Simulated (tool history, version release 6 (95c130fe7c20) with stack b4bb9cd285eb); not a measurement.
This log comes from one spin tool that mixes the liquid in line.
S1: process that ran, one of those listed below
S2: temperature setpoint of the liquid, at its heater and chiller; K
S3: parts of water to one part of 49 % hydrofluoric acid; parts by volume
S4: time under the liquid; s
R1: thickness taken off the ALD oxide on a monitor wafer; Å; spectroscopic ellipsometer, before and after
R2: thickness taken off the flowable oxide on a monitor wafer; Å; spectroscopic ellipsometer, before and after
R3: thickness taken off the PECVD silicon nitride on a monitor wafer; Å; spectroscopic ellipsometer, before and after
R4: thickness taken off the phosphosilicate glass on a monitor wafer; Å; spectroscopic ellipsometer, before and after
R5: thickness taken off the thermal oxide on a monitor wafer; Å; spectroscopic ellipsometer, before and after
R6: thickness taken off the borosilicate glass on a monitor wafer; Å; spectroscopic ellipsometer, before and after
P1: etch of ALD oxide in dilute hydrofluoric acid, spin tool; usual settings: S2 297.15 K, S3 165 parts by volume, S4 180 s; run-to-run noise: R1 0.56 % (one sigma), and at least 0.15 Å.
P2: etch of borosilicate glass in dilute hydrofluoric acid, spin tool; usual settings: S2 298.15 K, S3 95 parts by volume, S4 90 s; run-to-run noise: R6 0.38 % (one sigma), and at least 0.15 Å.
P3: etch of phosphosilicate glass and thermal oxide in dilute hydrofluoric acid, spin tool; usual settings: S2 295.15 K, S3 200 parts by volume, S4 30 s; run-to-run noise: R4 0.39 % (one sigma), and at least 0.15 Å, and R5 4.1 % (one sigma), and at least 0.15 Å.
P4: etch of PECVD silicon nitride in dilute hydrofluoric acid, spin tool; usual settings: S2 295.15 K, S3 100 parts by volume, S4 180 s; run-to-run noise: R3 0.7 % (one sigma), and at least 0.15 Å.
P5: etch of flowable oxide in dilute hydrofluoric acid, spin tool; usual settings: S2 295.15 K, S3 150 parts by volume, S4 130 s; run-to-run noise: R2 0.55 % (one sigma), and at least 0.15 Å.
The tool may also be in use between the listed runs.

Run 1, day 0.400: S1 P1, S2 297.15 K, S3 165 parts by volume, S4 180 s. Result: R1 127.240 Å.
Run 2, day 0.675: S1 P1, S2 290.15 K, S3 165 parts by volume, S4 180 s. Result: R1 96.332 Å.
Run 3, day 1.092: S1 P5, S2 295.15 K, S3 150 parts by volume, S4 60 s. Result: R2 184.28 Å.
At day 1.346: hydrofluoric acid flow meter replaced.
Run 4, day 1.392: S1 P1, S2 297.15 K, S3 80 parts by volume, S4 180 s. Result: R1 287.830 Å.
Run 5, day 1.729: S1 P1, S2 297.15 K, S3 165 parts by volume, S4 330 s. Result: R1 234.770 Å.
Run 6, day 2.175: S1 P4, S2 301.65 K, S3 100 parts by volume, S4 180 s. Result: R3 53.836 Å.
Run 7, day 2.479: S1 P1, S2 297.15 K, S3 100 parts by volume, S4 310 s. Result: R1 385.960 Å.
Run 8, day 2.762: S1 P1, S2 297.15 K, S3 165 parts by volume, S4 180 s. Result: R1 128.520 Å.
Run 9, day 3.217: S1 P3, S2 295.15 K, S3 200 parts by volume, S4 30 s. Result: R4 150.580 Å, R5 5.3015 Å.
Run 10, day 3.429: S1 P1, S2 297.15 K, S3 165 parts by volume, S4 95 s. Result: R1 67.026 Å.
Run 11, day 3.742: S1 P1, S2 297.15 K, S3 165 parts by volume, S4 180 s. Result: R1 127.280 Å.
Run 12, day 4.146: S1 P3, S2 301.65 K, S3 200 parts by volume, S4 30 s. Result: R4 190.910 Å, R5 7.1251 Å.
Run 13, day 4.433: S1 P1, S2 297.15 K, S3 255 parts by volume, S4 180 s. Result: R1 75.310 Å.
Run 14, day 4.842: S1 P5, S2 295.15 K, S3 150 parts by volume, S4 130 s. Result: R2 402.73 Å.
Run 15, day 5.225: S1 P5, S2 291.15 K, S3 150 parts by volume, S4 130 s. Result: R2 338.76 Å.
Run 16, day 5.617: S1 P1, S2 297.15 K, S3 165 parts by volume, S4 180 s. Result: R1 129.040 Å.
Run 17, day 6.071: S1 P1, S2 300.65 K, S3 165 parts by volume, S4 180 s. Result: R1 145.780 Å.
Run 18, day 6.479: S1 P2, S2 298.15 K, S3 95 parts by volume, S4 90 s. Result: R6 218.870 Å.
Run 19, day 6.750: S1 P3, S2 295.15 K, S3 200 parts by volume, S4 30 s. Result: R4 150.930 Å, R5 5.7314 Å.
Run 20, day 7.179: S1 P2, S2 298.15 K, S3 95 parts by volume, S4 90 s. Result: R6 219.710 Å.
Run 21, day 7.612: S1 P3, S2 295.15 K, S3 310 parts by volume, S4 30 s. Result: R4 87.813 Å, R5 3.1586 Å.
Run 22, day 8.008: S1 P2, S2 298.15 K, S3 95 parts by volume, S4 40 s. Result: R6 97.381 Å.
Run 23, day 8.308: S1 P1, S2 297.15 K, S3 165 parts by volume, S4 180 s. Result: R1 126.090 Å.
Run 24, day 8.525: S1 P2, S2 298.15 K, S3 35 parts by volume, S4 90 s. Result: R6 646.690 Å.
Run 25, day 8.862: S1 P1, S2 297.15 K, S3 165 parts by volume, S4 180 s. Result: R1 126.750 Å.
Run 26, day 9.250: S1 P4, S2 295.15 K, S3 100 parts by volume, S4 180 s. Result: R3 35.905 Å.
Run 27, day 9.458: S1 P3, S2 295.15 K, S3 200 parts by volume, S4 15 s. Result: R4 76.140 Å, R5 2.8882 Å.

Run 28 is up next; what results do you expect?
Run 28, day 9.771: S1 P4, S2 295.15 K, S3 100 parts by volume, S4 95 s. Result: R3 ?.

{"run 28": {"R3": 18.525}}

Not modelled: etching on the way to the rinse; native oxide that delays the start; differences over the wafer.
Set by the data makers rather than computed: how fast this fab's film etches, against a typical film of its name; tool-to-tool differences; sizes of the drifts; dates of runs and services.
